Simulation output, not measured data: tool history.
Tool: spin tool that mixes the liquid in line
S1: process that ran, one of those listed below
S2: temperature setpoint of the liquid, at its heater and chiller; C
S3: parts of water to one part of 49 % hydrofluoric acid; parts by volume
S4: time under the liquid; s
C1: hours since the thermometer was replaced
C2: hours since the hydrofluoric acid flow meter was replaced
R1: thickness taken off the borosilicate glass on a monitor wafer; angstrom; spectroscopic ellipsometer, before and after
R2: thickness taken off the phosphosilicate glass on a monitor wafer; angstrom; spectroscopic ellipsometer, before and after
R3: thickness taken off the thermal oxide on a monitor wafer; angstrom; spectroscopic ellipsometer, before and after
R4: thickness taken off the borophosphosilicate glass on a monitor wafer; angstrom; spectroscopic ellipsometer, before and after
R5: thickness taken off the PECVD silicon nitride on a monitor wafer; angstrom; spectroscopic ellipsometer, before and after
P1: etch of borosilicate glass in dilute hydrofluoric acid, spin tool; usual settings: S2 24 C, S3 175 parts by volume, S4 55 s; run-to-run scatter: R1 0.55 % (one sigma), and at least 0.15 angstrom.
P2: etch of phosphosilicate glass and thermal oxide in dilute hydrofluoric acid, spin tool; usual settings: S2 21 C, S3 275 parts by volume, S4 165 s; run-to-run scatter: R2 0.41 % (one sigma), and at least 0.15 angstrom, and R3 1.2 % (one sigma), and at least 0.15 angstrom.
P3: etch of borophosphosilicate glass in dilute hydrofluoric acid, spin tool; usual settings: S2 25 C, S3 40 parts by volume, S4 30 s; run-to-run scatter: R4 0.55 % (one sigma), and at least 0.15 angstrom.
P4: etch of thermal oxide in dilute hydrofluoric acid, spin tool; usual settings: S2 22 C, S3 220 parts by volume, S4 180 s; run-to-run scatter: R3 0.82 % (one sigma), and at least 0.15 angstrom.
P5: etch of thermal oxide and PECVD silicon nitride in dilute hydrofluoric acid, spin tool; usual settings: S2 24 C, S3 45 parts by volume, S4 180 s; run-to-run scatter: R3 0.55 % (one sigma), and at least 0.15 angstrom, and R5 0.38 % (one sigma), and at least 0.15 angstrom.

{"run": 1, "day": 0.142, "S1": "P1", "S2": 24, "S3": 175, "S4": 55, "C1": 211.4, "C2": 1184.4, "R1": 126.73}
{"run": 2, "day": 0.288, "S1": "P2", "S2": 21, "S3": 275, "S4": 15, "C1": 214.9, "C2": 1187.9, "R2": 24.818, "R3": 1.7807}
{"run": 3, "day": 0.408, "S1": "P1", "S2": 17, "S3": 175, "S4": 55, "C1": 217.8, "C2": 1190.8, "R1": 95.562}
{"run": 4, "day": 0.562, "S1": "P2", "S2": 17, "S3": 275, "S4": 165, "C1": 221.5, "C2": 1194.5, "R2": 231.85, "R3": 18.672}
{"run": 5, "day": 0.779, "S1": "P3", "S2": 25, "S3": 40, "S4": 50, "C1": 226.7, "C2": 1199.7, "R4": 1176.4}
{"run": 6, "day": 0.933, "S1": "P1", "S2": 24, "S3": 175, "S4": 15, "C1": 230.4, "C2": 1203.4, "R1": 33.746}
{"run": 7, "day": 1.092, "S1": "P4", "S2": 22, "S3": 220, "S4": 180, "C1": 234.2, "C2": 1207.2, "R3": 30.406}
{"run": 8, "day": 1.225, "S1": "P1", "S2": 20.5, "S3": 75, "S4": 55, "C1": 237.4, "C2": 1210.4, "R1": 287.58}
{"run": 9, "day": 1.433, "S1": "P2", "S2": 21, "S3": 275, "S4": 165, "C1": 242.4, "C2": 1215.4, "R2": 268.56, "R3": 22.221}
{"run": 10, "day": 1.658, "S1": "P3", "S2": 25, "S3": 40, "S4": 30, "C1": 247.8, "C2": 1220.8, "R4": 711.23}
{"run": 11, "day": 1.829, "S1": "P3", "S2": 25, "S3": 20, "S4": 30, "C1": 251.9, "C2": 1224.9, "R4": 1453}
{"run": 12, "day": 1.95, "S1": "P1", "S2": 24, "S3": 175, "S4": 55, "C1": 254.8, "C2": 1227.8, "R1": 126.22}
{"run": 13, "day": 2.092, "S1": "P4", "S2": 22, "S3": 220, "S4": 75, "C1": 258.2, "C2": 1231.2, "R3": 12.832}
{"run": 14, "day": 2.333, "S1": "P1", "S2": 31, "S3": 175, "S4": 55, "C1": 264, "C2": 1237, "R1": 160.91}
{"run": 15, "day": 2.496, "S1": "P1", "S2": 24, "S3": 60, "S4": 55, "C1": 267.9, "C2": 1240.9, "R1": 422.84}
{"run": 16, "day": 2.658, "S1": "P1", "S2": 24, "S3": 265, "S4": 55, "C1": 271.8, "C2": 1244.8, "R1": 74.978}
{"run": 17, "day": 2.788, "S1": "P4", "S2": 27, "S3": 220, "S4": 180, "C1": 274.9, "C2": 1247.9, "R3": 36.802}
{"run": 18, "day": 2.917, "S1": "P1", "S2": 19, "S3": 175, "S4": 110, "C1": 278, "C2": 1251, "R1": 207.65}
{"run": 19, "day": 3.058, "S1": "P3", "S2": 25, "S3": 40, "S4": 30, "C1": 281.4, "C2": 1254.4, "R4": 708.32}
{"run": 20, "day": 3.321, "S1": "P1", "S2": 24, "S3": 175, "S4": 105, "C1": 287.7, "C2": 1260.7, "R1": 238.61}
{"run": 21, "day": 3.475, "S1": "P4", "S2": 22, "S3": 220, "S4": 180, "C1": 291.4, "C2": 1264.4, "R3": 30.475}
{"run": 22, "day": 3.621, "S1": "P2", "S2": 21, "S3": 465, "S4": 165, "C1": 294.9, "C2": 1267.9, "R2": 135.85, "R3": 11.229}
{"run": 23, "day": 3.75, "S1": "P5", "S2": 24, "S3": 45, "S4": 180, "C1": 298, "C2": 1271, "R3": 202.05, "R5": 71.045}
{"run": 24, "day": 3.988, "S1": "P5", "S2": 24, "S3": 75, "S4": 180, "C1": 303.7, "C2": 1276.7, "R3": 116.79, "R5": 43.23}
{"run": 25, "day": 4.212, "S1": "P5", "S2": 24, "S3": 45, "S4": 180, "C1": 309.1, "C2": 1282.1, "R3": 202.92, "R5": 71.118}
{"run": 26, "day": 4.471, "S1": "P1", "S2": 24, "S3": 175, "S4": 55, "C1": 315.3, "C2": 1288.3, "R1": 125.86}
{"run": 27, "day": 4.621, "S1": "P1", "S2": 24, "S3": 175, "S4": 55, "C1": 318.9, "C2": 1291.9, "R1": 125.47}
{"run": 28, "day": 4.779, "S1": "P1", "S2": 29, "S3": 175, "S4": 105, "C1": 322.7, "C2": 1295.7, "R1": 290.26}
{"run": 29, "day": 5.025, "S1": "P5", "S2": 24, "S3": 45, "S4": 280, "C1": 328.6, "C2": 1301.6, "R3": 314.97, "R5": 110.2}
{"run": 30, "day": 5.271, "S1": "P1", "S2": 24, "S3": 175, "S4": 55, "C1": 334.5, "C2": 1307.5, "R1": 125.96}
{"run": 31, "day": 5.412, "S1": "P1", "S2": 24, "S3": 175, "S4": 55, "C1": 337.9, "C2": 1310.9, "R1": 123.91}
{"run": 32, "day": 5.654, "S1": "P3", "S2": 19.5, "S3": 40, "S4": 30, "C1": 343.7, "C2": 1316.7, "R4": 565.77}
{"run": 33, "day": 5.892, "S1": "P4", "S2": 22, "S3": 40, "S4": 180, "C1": 349.4, "C2": 1322.4, "R3": 204.84}
{"run": 34, "day": 6.096, "S1": "P5", "S2": 31, "S3": 45, "S4": 180, "C1": 354.3, "C2": 1327.3, "R3": 269.28, "R5": 112.69}
{"run": 35, "day": 6.3, "S1": "P1", "S2": 24, "S3": 175, "S4": 55, "C1": 359.2, "C2": 1332.2, "R1": 126.04}
{"run": 36, "day": 6.417, "S1": "P1", "S2": 24, "S3": 175, "S4": 55, "C1": 362, "C2": 1335, "R1": 126.33}
{"run": 37, "day": 6.662, "S1": "P1", "S2": 24, "S3": 175, "S4": 55, "C1": 367.9, "C2": 1340.9, "R1": 128.91}
{"run": 38, "day": 6.912, "S1": "P1", "S2": 24, "S3": 175, "S4": 55, "C1": 373.9, "C2": 1346.9, "R1": 130.54}
{"run": 39, "day": 7.1, "S1": "P1", "S2": 24, "S3": 175, "S4": 55, "C1": 378.4, "C2": 1351.4, "R1": 131.17}
{"run": 40, "day": 7.325, "S1": "P1", "S2": 24, "S3": 175, "S4": 55, "C1": 383.8, "C2": 1356.8, "R1": 131.61}
{"run": 41, "day": 7.521, "S1": "P1", "S2": 24, "S3": 175, "S4": 55, "C1": 388.5, "C2": 1361.5, "R1": 132.75}
{"run": 42, "day": 7.667, "S1": "P1", "S2": 24, "S3": 175, "S4": 55, "C1": 392, "C2": 1365, "R1": 132.3}
{"run": 43, "day": 7.796, "S1": "P1", "S2": 24, "S3": 175, "S4": 55, "C1": 395.1, "C2": 1368.1, "R1": 133.06}
{"run": 44, "day": 7.979, "S1": "P1", "S2": 24, "S3": 175, "S4": 55, "C1": 399.5, "C2": 1372.5, "R1": 132.17}
{"run": 45, "day": 8.221, "S1": "P1", "S2": 24, "S3": 175, "S4": 55, "C1": 405.3, "C2": 1378.3, "R1": 132.81}
{"run": 46, "day": 8.367, "S1": "P1", "S2": 24, "S3": 175, "S4": 55, "C1": 408.8, "C2": 1381.8, "R1": 132.3}

What P1 gives has crept away from where it was. These 2 causes fit the log equally well, each at the size given:
A: liquid hotter than its thermometer reads (K) = 1.49
B: hydrofluoric acid flow above the setpoint (%) = 4.75
The creep began at about day 6.3.

4 check runs are offered, one wafer each, their results left as question marks. Which one tells the causes apart?
{"run": "check 1", "day": 8.512, "S1": "P3", "S2": 25, "S3": 40, "S4": 30, "R4": "?"}
{"run": "check 2", "day": 8.512, "S1": "P2", "S2": 21, "S3": 275, "S4": 165, "R2": "?", "R3": "?"}
{"run": "check 3", "day": 8.512, "S1": "P5", "S2": 24, "S3": 45, "S4": 180, "R3": "?", "R5": "?"}
{"run": "check 4", "day": 8.512, "S1": "P4", "S2": 22, "S3": 220, "S4": 180, "R3": "?"}

What each check would give under each cause:
check=check_1 result=R4 if_A=756.29 if_B=747.12
check=check_2 result=R2 if_A=284.86 if_B=286.03
check=check_2 result=R3 if_A=23.497 if_B=23.593
check=check_3 result=R3 if_A=215.61 if_B=213.01
check=check_3 result=R5 if_A=78.538 if_B=74.343
check=check_4 result=R3 if_A=32.068 if_B=32.112
How far apart the two closest causes lie, in the result that separates them most: check 1 1.22 %; check 2 0.41 %; check 3 5.49 %; check 4 0.14 %
Check 3 tells the causes apart: in the others they would give nearly the same result.

Check 3 was then run and gave: R3 211.98 angstrom; R5 74.474 angstrom. Which cause is it?

It is B: hydrofluoric acid flow above the setpoint (%).
